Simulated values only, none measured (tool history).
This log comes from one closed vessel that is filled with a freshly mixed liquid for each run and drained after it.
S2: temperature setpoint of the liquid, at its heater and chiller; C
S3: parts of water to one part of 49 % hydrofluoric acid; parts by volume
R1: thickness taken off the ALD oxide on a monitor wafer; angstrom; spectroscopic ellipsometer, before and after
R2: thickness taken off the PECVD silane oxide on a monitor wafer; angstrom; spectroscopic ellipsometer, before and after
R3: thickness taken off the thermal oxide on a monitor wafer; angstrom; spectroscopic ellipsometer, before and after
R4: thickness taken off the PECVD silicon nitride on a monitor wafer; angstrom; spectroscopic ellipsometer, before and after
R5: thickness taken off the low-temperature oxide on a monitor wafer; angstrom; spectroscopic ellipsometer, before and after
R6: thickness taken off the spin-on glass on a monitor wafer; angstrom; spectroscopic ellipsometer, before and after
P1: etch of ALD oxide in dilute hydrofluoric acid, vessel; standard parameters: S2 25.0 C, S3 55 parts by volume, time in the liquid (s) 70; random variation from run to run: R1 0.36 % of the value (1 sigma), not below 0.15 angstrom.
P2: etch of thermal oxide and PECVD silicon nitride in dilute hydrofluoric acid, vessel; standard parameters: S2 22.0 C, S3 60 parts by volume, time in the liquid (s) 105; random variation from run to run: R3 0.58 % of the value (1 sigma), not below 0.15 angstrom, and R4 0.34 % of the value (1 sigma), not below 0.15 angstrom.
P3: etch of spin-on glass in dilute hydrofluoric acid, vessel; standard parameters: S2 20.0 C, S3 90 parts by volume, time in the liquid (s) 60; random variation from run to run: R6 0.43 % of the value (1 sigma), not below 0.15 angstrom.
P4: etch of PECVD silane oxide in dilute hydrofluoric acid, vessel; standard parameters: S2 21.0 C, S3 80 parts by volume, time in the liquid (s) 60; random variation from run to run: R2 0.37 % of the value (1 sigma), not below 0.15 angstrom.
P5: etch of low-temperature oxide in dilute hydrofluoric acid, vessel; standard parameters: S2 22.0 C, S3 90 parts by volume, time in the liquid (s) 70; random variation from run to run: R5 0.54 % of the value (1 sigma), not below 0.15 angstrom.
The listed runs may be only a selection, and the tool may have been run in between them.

{"run": 1, "hour": 6.8, "process that ran": "P1", "S2": 25.0, "S3": 55, "time in the liquid (s)": 70, "R1": 284.6}
{"run": 2, "hour": 16.4, "process that ran": "P4", "S2": 21.0, "S3": 80, "time in the liquid (s)": 95, "R2": 376.8}
{"run": 3, "hour": 22.5, "process that ran": "P2", "S2": 17.0, "S3": 60, "time in the liquid (s)": 105, "R3": 61.601, "R4": 63.007}
{"run": 4, "hour": 27.9, "process that ran": "P5", "S2": 22.0, "S3": 90, "time in the liquid (s)": 70, "R5": 137.49}
{"run": 5, "hour": 33.3, "process that ran": "P1", "S2": 25.0, "S3": 55, "time in the liquid (s)": 70, "R1": 282.84}
{"run": 6, "hour": 38.7, "process that ran": "P2", "S2": 22.0, "S3": 60, "time in the liquid (s)": 55, "R3": 39.534, "R4": 46.981}
{"run": 7, "hour": 46.3, "process that ran": "P4", "S2": 21.0, "S3": 80, "time in the liquid (s)": 60, "R2": 237.59}
{"run": 8, "hour": 52.1, "process that ran": "P3", "S2": 20.0, "S3": 50, "time in the liquid (s)": 60, "R6": 468.62}
{"run": 9, "hour": 57.7, "process that ran": "P1", "S2": 25.0, "S3": 20, "time in the liquid (s)": 70, "R1": 813.95}
{"run": 10, "hour": 62.7, "process that ran": "P1", "S2": 25.0, "S3": 55, "time in the liquid (s)": 70, "R1": 284.63}
{"run": 11, "hour": 69.9, "process that ran": "P5", "S2": 22.0, "S3": 40, "time in the liquid (s)": 70, "R5": 330.71}
{"run": 12, "hour": 78.3, "process that ran": "P1", "S2": 25.0, "S3": 55, "time in the liquid (s)": 135, "R1": 545.76}
{"run": 13, "hour": 83.0, "process that ran": "P2", "S2": 22.0, "S3": 105, "time in the liquid (s)": 105, "R3": 40.991, "R4": 52.127}
{"run": 14, "hour": 91.9, "process that ran": "P3", "S2": 20.0, "S3": 90, "time in the liquid (s)": 60, "R6": 249.29}
{"run": 15, "hour": 97.2, "process that ran": "P1", "S2": 25.0, "S3": 55, "time in the liquid (s)": 30, "R1": 121.69}
{"run": 16, "hour": 104.3, "process that ran": "P5", "S2": 22.0, "S3": 90, "time in the liquid (s)": 70, "R5": 138.4}
{"run": 17, "hour": 110.5, "process that ran": "P4", "S2": 17.0, "S3": 80, "time in the liquid (s)": 60, "R2": 202.21}
{"run": 18, "hour": 117.1, "process that ran": "P3", "S2": 20.0, "S3": 90, "time in the liquid (s)": 60, "R6": 247.7}
{"run": 19, "hour": 125.3, "process that ran": "P1", "S2": 17.5, "S3": 55, "time in the liquid (s)": 70, "R1": 206.13}
{"run": 20, "hour": 130.0, "process that ran": "P1", "S2": 25.0, "S3": 55, "time in the liquid (s)": 70, "R1": 281.13}
{"run": 21, "hour": 136.7, "process that ran": "P4", "S2": 21.0, "S3": 135, "time in the liquid (s)": 60, "R2": 131.73}
{"run": 22, "hour": 141.7, "process that ran": "P2", "S2": 22.0, "S3": 60, "time in the liquid (s)": 105, "R3": 76.084, "R4": 89.838}
{"run": 23, "hour": 146.6, "process that ran": "P1", "S2": 25.0, "S3": 30, "time in the liquid (s)": 125, "R1": 955.64}
{"run": 24, "hour": 154.3, "process that ran": "P5", "S2": 17.0, "S3": 90, "time in the liquid (s)": 70, "R5": 111.91}
{"run": 25, "hour": 163.7, "process that ran": "P1", "S2": 25.0, "S3": 90, "time in the liquid (s)": 40, "R1": 94.138}
{"run": 26, "hour": 170.5, "process that ran": "P3", "S2": 20.0, "S3": 90, "time in the liquid (s)": 95, "R6": 392.21}
{"run": 27, "hour": 179.7, "process that ran": "P5", "S2": 22.0, "S3": 90, "time in the liquid (s)": 30, "R5": 59.961}
{"run": 28, "hour": 189.0, "process that ran": "P1", "S2": 25.0, "S3": 55, "time in the liquid (s)": 70, "R1": 283.48}
{"run": 29, "hour": 193.8, "process that ran": "P1", "S2": 25.0, "S3": 95, "time in the liquid (s)": 70, "R1": 156.0}
{"run": 30, "hour": 202.3, "process that ran": "P3", "S2": 17.0, "S3": 90, "time in the liquid (s)": 60, "R6": 220.58}
{"run": 31, "hour": 211.5, "process that ran": "P1", "S2": 32.0, "S3": 55, "time in the liquid (s)": 70, "R1": 373.98}
{"run": 32, "hour": 220.4, "process that ran": "P1", "S2": 25.0, "S3": 55, "time in the liquid (s)": 70, "R1": 281.7}
{"run": 33, "hour": 229.4, "process that ran": "P1", "S2": 25.0, "S3": 55, "time in the liquid (s)": 70, "R1": 298.2}
{"run": 34, "hour": 235.1, "process that ran": "P1", "S2": 25.0, "S3": 55, "time in the liquid (s)": 70, "R1": 303.37}
{"run": 35, "hour": 239.8, "process that ran": "P1", "S2": 25.0, "S3": 55, "time in the liquid (s)": 70, "R1": 303.8}
{"run": 36, "hour": 247.1, "process that ran": "P1", "S2": 25.0, "S3": 55, "time in the liquid (s)": 70, "R1": 306.6}
{"run": 37, "hour": 251.8, "process that ran": "P1", "S2": 25.0, "S3": 55, "time in the liquid (s)": 70, "R1": 307.47}
{"run": 38, "hour": 258.6, "process that ran": "P1", "S2": 25.0, "S3": 55, "time in the liquid (s)": 70, "R1": 310.07}

P1 no longer gives what it gave before; its output has crept away from where it was. The following 2 causes, each at its listed size, fit the log equally well:
A: liquid hotter than its thermometer reads (K) = 2.11
B: hydrofluoric acid flow above the setpoint (%) = 8.24
At approximately hour 220.4, the process output began to creep.

Which of the 4 check runs listed below separates the causes, so that each cause would produce a clearly different result? Each run uses one wafer, and its results are marked with question marks.
{"run": "check 1", "hour": 265.4, "process that ran": "P5", "S2": 22.0, "S3": 90, "time in the liquid (s)": 70, "R5": "?"}
{"run": "check 2", "hour": 265.4, "process that ran": "P4", "S2": 21.0, "S3": 80, "time in the liquid (s)": 60, "R2": "?"}
{"run": "check 3", "hour": 265.4, "process that ran": "P2", "S2": 22.0, "S3": 60, "time in the liquid (s)": 105, "R3": "?", "R4": "?"}
{"run": "check 4", "hour": 265.4, "process that ran": "P3", "S2": 20.0, "S3": 90, "time in the liquid (s)": 60, "R6": "?"}

Check results expected under each cause:
check=check_1 result=R5 if_A=150.160 if_B=150.530
check=check_2 result=R2 if_A=259.30 if_B=259.33
check=check_3 result=R3 if_A=83.018 if_B=82.862
check=check_3 result=R4 if_A=103.280 if_B=96.763
check=check_4 result=R6 if_A=271.27 if_B=271.42
Minimum pairwise separation of causes per check, each pair taken at its best-separating result: check 1 0.24 %; check 2 0.01 %; check 3 6.52 %; check 4 0.05 %
Only in check 3 would the causes give clearly different results; in the remaining checks their results would be nearly the same.

The results of check 3 are: R3 82.994 angstrom; R4 96.992 angstrom. Based on these, which of the listed causes is it?

Of the candidate causes, it is B: hydrofluoric acid flow above the setpoint (%).

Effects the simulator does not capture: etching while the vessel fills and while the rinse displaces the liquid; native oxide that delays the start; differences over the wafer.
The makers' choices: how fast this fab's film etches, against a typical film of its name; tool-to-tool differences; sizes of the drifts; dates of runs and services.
